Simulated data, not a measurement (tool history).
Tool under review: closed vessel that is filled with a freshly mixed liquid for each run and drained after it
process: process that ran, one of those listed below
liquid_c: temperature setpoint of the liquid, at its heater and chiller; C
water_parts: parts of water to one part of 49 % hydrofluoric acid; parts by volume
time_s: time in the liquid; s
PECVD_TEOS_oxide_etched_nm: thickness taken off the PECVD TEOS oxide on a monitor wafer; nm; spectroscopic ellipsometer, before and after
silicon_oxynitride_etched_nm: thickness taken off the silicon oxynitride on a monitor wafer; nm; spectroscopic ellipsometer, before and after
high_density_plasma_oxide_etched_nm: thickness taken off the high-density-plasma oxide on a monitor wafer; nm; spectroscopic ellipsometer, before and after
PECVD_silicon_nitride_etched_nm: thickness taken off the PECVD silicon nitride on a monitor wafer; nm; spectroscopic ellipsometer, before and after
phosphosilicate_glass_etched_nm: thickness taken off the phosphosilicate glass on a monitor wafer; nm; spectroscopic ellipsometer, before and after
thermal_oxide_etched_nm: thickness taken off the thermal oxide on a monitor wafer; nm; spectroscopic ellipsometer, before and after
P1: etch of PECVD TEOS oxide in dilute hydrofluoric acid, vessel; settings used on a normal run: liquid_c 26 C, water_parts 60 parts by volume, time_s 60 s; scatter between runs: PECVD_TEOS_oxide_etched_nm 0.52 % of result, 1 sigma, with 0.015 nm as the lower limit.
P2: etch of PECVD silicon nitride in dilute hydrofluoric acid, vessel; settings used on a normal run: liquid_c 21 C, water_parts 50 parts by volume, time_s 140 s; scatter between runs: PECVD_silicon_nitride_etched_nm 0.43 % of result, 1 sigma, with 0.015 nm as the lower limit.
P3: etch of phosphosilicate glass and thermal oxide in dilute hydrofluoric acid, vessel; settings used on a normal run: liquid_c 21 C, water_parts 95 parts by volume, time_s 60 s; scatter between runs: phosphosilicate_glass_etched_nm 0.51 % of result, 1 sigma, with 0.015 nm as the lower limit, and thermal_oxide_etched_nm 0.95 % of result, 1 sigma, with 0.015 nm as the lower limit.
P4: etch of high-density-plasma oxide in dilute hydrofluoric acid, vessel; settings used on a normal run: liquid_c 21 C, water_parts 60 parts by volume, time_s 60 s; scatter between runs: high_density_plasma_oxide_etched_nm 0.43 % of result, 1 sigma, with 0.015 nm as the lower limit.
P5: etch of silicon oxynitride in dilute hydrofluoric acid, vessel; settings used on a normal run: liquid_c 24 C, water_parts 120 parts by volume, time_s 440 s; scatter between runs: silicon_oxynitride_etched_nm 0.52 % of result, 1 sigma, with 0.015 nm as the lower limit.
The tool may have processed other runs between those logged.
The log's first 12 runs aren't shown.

run,hour,process,liquid_c,water_parts,time_s,PECVD_TEOS_oxide_etched_nm,silicon_oxynitride_etched_nm,high_density_plasma_oxide_etched_nm,PECVD_silicon_nitride_etched_nm,phosphosilicate_glass_etched_nm,thermal_oxide_etched_nm
13,66.8,P3,21,95,30,,,,,49.844,1.3761
14,73,P1,26,60,30,11.151,,,,,
15,80.4,P3,21,95,60,,,,,99.534,2.6218
16,84.7,P5,24,120,440,,5.7236,,,,
17,91.3,P1,26,60,60,22.372,,,,,
18,95.9,P4,21,60,30,,,2.5121,,,
19,100.5,P1,26,110,95,18.007,,,,,
20,104.2,P3,21,20,60,,,,,518.89,14.161
21,107.7,P1,26,60,60,22.312,,,,,
22,113.1,P1,26,25,60,56.23,,,,,
23,118.5,P4,21,60,60,,,5.0683,,,
24,122.2,P1,21.5,60,60,18.774,,,,,
25,126.9,P4,21,60,60,,,5.0292,,,
26,130.3,P5,24,120,440,,5.7006,,,,
27,136.9,P2,17,50,140,,,,3.9755,,

What will run 28 give?
28,142.3,P1,26,60,60,?,,,,,

PECVD_TEOS_oxide_etched_nm: 22.349 nm
